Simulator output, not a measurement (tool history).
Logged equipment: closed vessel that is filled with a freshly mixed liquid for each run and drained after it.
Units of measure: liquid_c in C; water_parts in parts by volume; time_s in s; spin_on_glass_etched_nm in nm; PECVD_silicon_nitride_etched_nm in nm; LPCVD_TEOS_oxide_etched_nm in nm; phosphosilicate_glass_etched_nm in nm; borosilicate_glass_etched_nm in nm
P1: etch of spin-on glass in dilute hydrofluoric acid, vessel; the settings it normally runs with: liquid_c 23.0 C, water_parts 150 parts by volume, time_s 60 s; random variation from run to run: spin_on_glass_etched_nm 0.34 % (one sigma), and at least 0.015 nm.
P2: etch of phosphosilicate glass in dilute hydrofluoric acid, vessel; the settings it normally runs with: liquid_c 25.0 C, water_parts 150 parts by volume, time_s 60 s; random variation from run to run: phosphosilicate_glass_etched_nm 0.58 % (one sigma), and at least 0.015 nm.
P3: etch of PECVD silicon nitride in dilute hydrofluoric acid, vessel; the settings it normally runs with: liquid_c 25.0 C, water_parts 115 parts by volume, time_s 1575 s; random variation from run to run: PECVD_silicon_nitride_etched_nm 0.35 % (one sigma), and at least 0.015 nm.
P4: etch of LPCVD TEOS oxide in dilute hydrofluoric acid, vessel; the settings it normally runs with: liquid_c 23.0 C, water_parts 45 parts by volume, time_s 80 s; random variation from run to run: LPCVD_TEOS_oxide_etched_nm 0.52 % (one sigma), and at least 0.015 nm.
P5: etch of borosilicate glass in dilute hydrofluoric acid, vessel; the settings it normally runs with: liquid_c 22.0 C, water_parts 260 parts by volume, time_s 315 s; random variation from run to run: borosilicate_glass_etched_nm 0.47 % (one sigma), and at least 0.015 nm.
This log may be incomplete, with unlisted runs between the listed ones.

| run | day | process | liquid_c | water_parts | time_s | hours since the thermometer was replaced | hours since the hydrofluoric acid flow meter was replaced | spin_on_glass_etched_nm | PECVD_silicon_nitride_etched_nm | LPCVD_TEOS_oxide_etched_nm | phosphosilicate_glass_etched_nm | borosilicate_glass_etched_nm |
|---|---|---|---|---|---|---|---|---|---|---|---|---|
| 1 | 0.429 | P1 | 23.0 | 150 | 60 | 332.6 | 716.5 | 14.6880 |  |  |  |  |
| 2 | 0.867 | P3 | 25.0 | 115 | 1575 | 343.1 | 727.0 |  | 51.097 |  |  |  |
| 3 | 1.479 | P1 | 23.0 | 265 | 60 | 357.8 | 741.7 | 7.3885 |  |  |  |  |
| 4 | 2.008 | P1 | 23.0 | 150 | 60 | 370.5 | 754.4 | 14.5580 |  |  |  |  |
| 5 | 2.629 | P4 | 17.0 | 45 | 80 | 385.4 | 769.3 |  |  | 23.874 |  |  |
| 6 | 3.088 | P1 | 23.0 | 150 | 60 | 396.4 | 780.3 | 14.5960 |  |  |  |  |
| 7 | 3.638 | P1 | 23.0 | 150 | 95 | 409.6 | 793.5 | 23.2700 |  |  |  |  |
| 8 | 4.242 | P1 | 23.0 | 150 | 60 | 424.1 | 808.0 | 14.5900 |  |  |  |  |
| 9 | 4.708 | P1 | 17.0 | 150 | 60 | 435.3 | 819.2 | 11.5650 |  |  |  |  |
| 10 | 5.096 | P2 | 25.0 | 150 | 30 | 444.6 | 828.5 |  |  |  | 17.275 |  |
| 11 | 5.375 | P4 | 23.0 | 45 | 80 | 451.3 | 835.2 |  |  | 30.649 |  |  |
| 12 | 5.825 | P3 | 25.0 | 115 | 1575 | 462.1 | 846.0 |  | 51.348 |  |  |  |
| 13 | 6.158 | P3 | 19.5 | 115 | 1575 | 470.1 | 854.0 |  | 35.588 |  |  |  |
| 14 | 6.742 | P3 | 25.0 | 160 | 1575 | 484.1 | 868.0 |  | 37.001 |  |  |  |
| 15 | 7.062 | P3 | 25.0 | 115 | 3155 | 491.8 | 875.7 |  | 102.990 |  |  |  |
| 16 | 7.542 | P2 | 25.0 | 150 | 60 | 503.3 | 887.2 |  |  |  | 34.284 |  |
| 17 | 8.133 | P1 | 23.0 | 150 | 60 | 517.5 | 901.4 | 14.6610 |  |  |  |  |
| 18 | 8.712 | P4 | 23.0 | 45 | 80 | 531.4 | 915.3 |  |  | 30.817 |  |  |
| 19 | 9.108 | P5 | 22.0 | 260 | 315 | 540.9 | 924.8 |  |  |  |  | 39.737 |
| 20 | 9.671 | P1 | 19.5 | 150 | 115 | 554.4 | 938.3 | 24.4230 |  |  |  |  |
| 21 | 10.042 | P2 | 25.0 | 55 | 60 | 563.3 | 947.2 |  |  |  | 105.070 |  |
| 22 | 10.512 | P1 | 31.0 | 150 | 60 | 574.6 | 958.5 | 19.7240 |  |  |  |  |
| 23 | 11.054 | P4 | 23.0 | 20 | 80 | 587.6 | 971.5 |  |  | 71.066 |  |  |
| 24 | 11.529 | P2 | 31.5 | 150 | 60 | 599.0 | 982.9 |  |  |  | 43.863 |  |
| 25 | 12.158 | P5 | 22.0 | 260 | 495 | 614.1 | 998.0 |  |  |  |  | 61.844 |
| 26 | 12.475 | P5 | 26.0 | 260 | 315 | 621.7 | 1005.6 |  |  |  |  | 45.585 |
| 27 | 13.021 | P1 | 23.0 | 150 | 30 | 634.8 | 1018.7 | 7.3452 |  |  |  |  |
| 28 | 13.375 | P5 | 22.0 | 40 | 315 | 643.3 | 1027.2 |  |  |  |  | 328.260 |
| 29 | 13.662 | P1 | 23.0 | 40 | 60 | 650.2 | 1034.1 | 62.8940 |  |  |  |  |
| 30 | 13.962 | P4 | 23.0 | 45 | 155 | 657.4 | 1041.3 |  |  | 59.421 |  |  |
| 31 | 14.333 | P1 | 23.0 | 150 | 60 | 666.3 | 1050.2 | 14.5320 |  |  |  |  |
| 32 | 14.646 | P1 | 23.0 | 150 | 60 | 673.8 | 1057.7 | 14.3480 |  |  |  |  |
| 33 | 15.183 | P1 | 23.0 | 150 | 60 | 686.7 | 1070.6 | 14.0930 |  |  |  |  |
| 34 | 15.788 | P1 | 23.0 | 150 | 60 | 701.2 | 1085.1 | 13.7950 |  |  |  |  |

Run 35 has not been measured yet. What should we expect?
| 35 | 16.317 | P1 | 23.0 | 150 | 60 | 713.9 | 1097.8 | ? |  |  |  |  |

{"run 35": {"spin_on_glass_etched_nm": 13.702}}
